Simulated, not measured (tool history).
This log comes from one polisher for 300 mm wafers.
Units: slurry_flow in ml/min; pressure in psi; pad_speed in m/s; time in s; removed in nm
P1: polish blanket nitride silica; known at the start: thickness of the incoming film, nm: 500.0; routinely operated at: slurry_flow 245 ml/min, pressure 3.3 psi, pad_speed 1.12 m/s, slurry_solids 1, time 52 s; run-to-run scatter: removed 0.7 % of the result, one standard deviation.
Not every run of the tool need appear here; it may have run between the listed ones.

run   hour  slurry_flow  pressure  pad_speed  slurry_solids  time  wafers polished on this pad  hours since the slurry nozzle was cleaned  hours since the head pressure was calibrated  hours since the slurry blender was calibrated  hours since the conditioning disc was replaced  removed
  1   13.9          245       3.3       1.12              1    52                          805                                      432.8                                         203.2                                          205.6                                           102.3   30.225
  2   25.4          145       3.3       1.12              1    52                          955                                      444.3                                         214.7                                          217.1                                           113.8   27.965
  3   33.2          245       2.1       1.12              1    52                         1057                                      452.1                                         222.5                                          224.9                                           121.6   19.138
  4   42.4          245       3.3       1.12              1    52                         1176                                      461.3                                         231.7                                          234.1                                           130.8   30.257
  5   50.2          245       4.6       1.12              1    52                         1278                                      469.1                                         239.5                                          241.9                                           138.6   42.021
  6   59.3          245       3.3       1.12           1.25    52                         1397                                      478.2                                         248.6                                            251                                           147.7   33.064
  7   69.6          245       3.3       1.52              1    52                         1531                                      488.5                                         258.9                                          261.3                                             158   37.971
  8   85.5          245       3.3       1.12              1    52                         1738                                      504.4                                         274.8                                          277.2                                           173.9   29.701
  9   95.3          245       3.3       0.54              1    52                         1866                                      514.2                                         284.6                                            287                                           183.7   16.801
 10  105.3          245         5       1.12           1.35    52                         1996                                      524.2                                         294.6                                            297                                           193.7   51.506
 11  117.2          245       3.3       1.12              1    71                         2151                                      536.1                                         306.5                                          308.9                                           205.6   40.854
 12  125.3          335       3.3       0.66              1    52                         2257                                      544.2                                         314.6                                            317                                           213.7   20.357
 13    133          370       3.3       1.12              1    52                         2357                                      551.9                                         322.3                                          324.7                                           221.4   30.722
 14  150.3          245       3.3       1.12              1    34                         2582                                      569.2                                         339.6                                            342                                           238.7   19.475
 15  160.1          245       3.3       1.12            0.6    52                         2710                                        579                                         349.4                                          351.8                                           248.5   23.266
 16  173.5          245       3.3       1.12              1    52                         2885                                      592.4                                         362.8                                          365.2                                           261.9   30.417
 17    184          245       3.3       1.12              1    52                         3022                                      602.9                                         373.3                                          375.7                                           272.4    29.97
 18  194.6          245       3.3       1.12              1    52                         3160                                      613.5                                         383.9                                          386.3                                             283    30.27
 19  205.3          245       3.3       1.12              1    52                         3299                                      624.2                                         394.6                                            397                                           293.7   29.137
 20  220.8          245       3.3       1.12              1    52                         3501                                      639.7                                         410.1                                          412.5                                           309.2   27.941
 21  231.7          245       3.3       1.12              1    52                         3643                                      650.6                                           421                                          423.4                                           320.1   27.955
 22  243.4          245       3.3       1.12              1    52                         3795                                      662.3                                         432.7                                          435.1                                           331.8   27.516
     249.5  -- slurry nozzle cleaned
     251.2  -- conditioning disc replaced and pad reconditioned
 23  257.3          245       3.3       1.12              1    52                         3977                                        7.9                                         446.6                                            449                                             6.1   27.086
 24  271.6          245       3.3       1.12              1    52                         4163                                       22.2                                         460.9                                          463.3                                            20.4   26.817
 25  284.4          245       3.3       1.12              1    52                         4330                                         35                                         473.7                                          476.1                                            33.2   26.894
     289.4  -- head pressure recalibrated
 26    298          245       3.3       1.12              1    52                         4507                                       48.6                                           8.7                                          489.7                                            46.8   26.592
 27  309.1          245       3.3       1.12              1    52                         4652                                       59.7                                          19.8                                          500.8                                            57.9   26.554
 28  318.3          245       3.3       1.12              1    52                         4771                                       68.9                                            29                                            510                                            67.1   26.871
 29  331.3          245       3.3       1.12              1    52                         4941                                       81.9                                            42                                            523                                            80.1   26.478

What P1 gives has crept away from where it was. These 2 causes fit the log equally well, each at the size given:
A: abrasive missing from the slurry, % = 22.8
B: removal rate lost through wear of the pad, % = 11.8
The process output started creeping at around hour 194.6.
Every other cause this tool's parts could produce, and why it does not fit the log:
slurry flow missing at the pad, %: serviced after onset, at hour 249.5, with no recovery of the prior output
head's pressure below its setpoint, %: serviced after onset, at hour 289.4, with no recovery of the prior output
time polished since the conditioner stopped cutting, s: serviced after onset, at hour 251.2, with no recovery of the prior output

Which of the check runs below tells the causes apart, meaning the causes would give it clearly different results? Each run uses 3 wafers whose results are averaged, and each result is shown as a question mark.
check 1  344.3          145       3.3       1.12              1    52                                                                                                                                                                                                                             ?
check 2  344.3          245       4.1       1.12            0.6    52                                                                                                                                                                                                                             ?
check 3  344.3          335       3.3       0.66              1    52                                                                                                                                                                                                                             ?
check 4  344.3          245       4.1       1.12              1    52                                                                                                                                                                                                                             ?

Outcome of each check run for each possible cause:
  check   result    if A    if B
check 1  removed   24.62   24.63
check 2  removed  24.469  25.287
check 3  removed  17.884  17.891
check 4  removed  32.937   32.95
How far apart the two closest causes lie, in the result that separates them most: check 1 0.04 %; check 2 3.29 %; check 3 0.04 %; check 4 0.04 %
The other checks would show nearly matching results whichever cause is true, so check 2 is the only one that separates the causes.

Here is what check 2 returned: removed 24.391 nm. Which cause is it?

Of the candidate causes, it is A: abrasive missing from the slurry, %.

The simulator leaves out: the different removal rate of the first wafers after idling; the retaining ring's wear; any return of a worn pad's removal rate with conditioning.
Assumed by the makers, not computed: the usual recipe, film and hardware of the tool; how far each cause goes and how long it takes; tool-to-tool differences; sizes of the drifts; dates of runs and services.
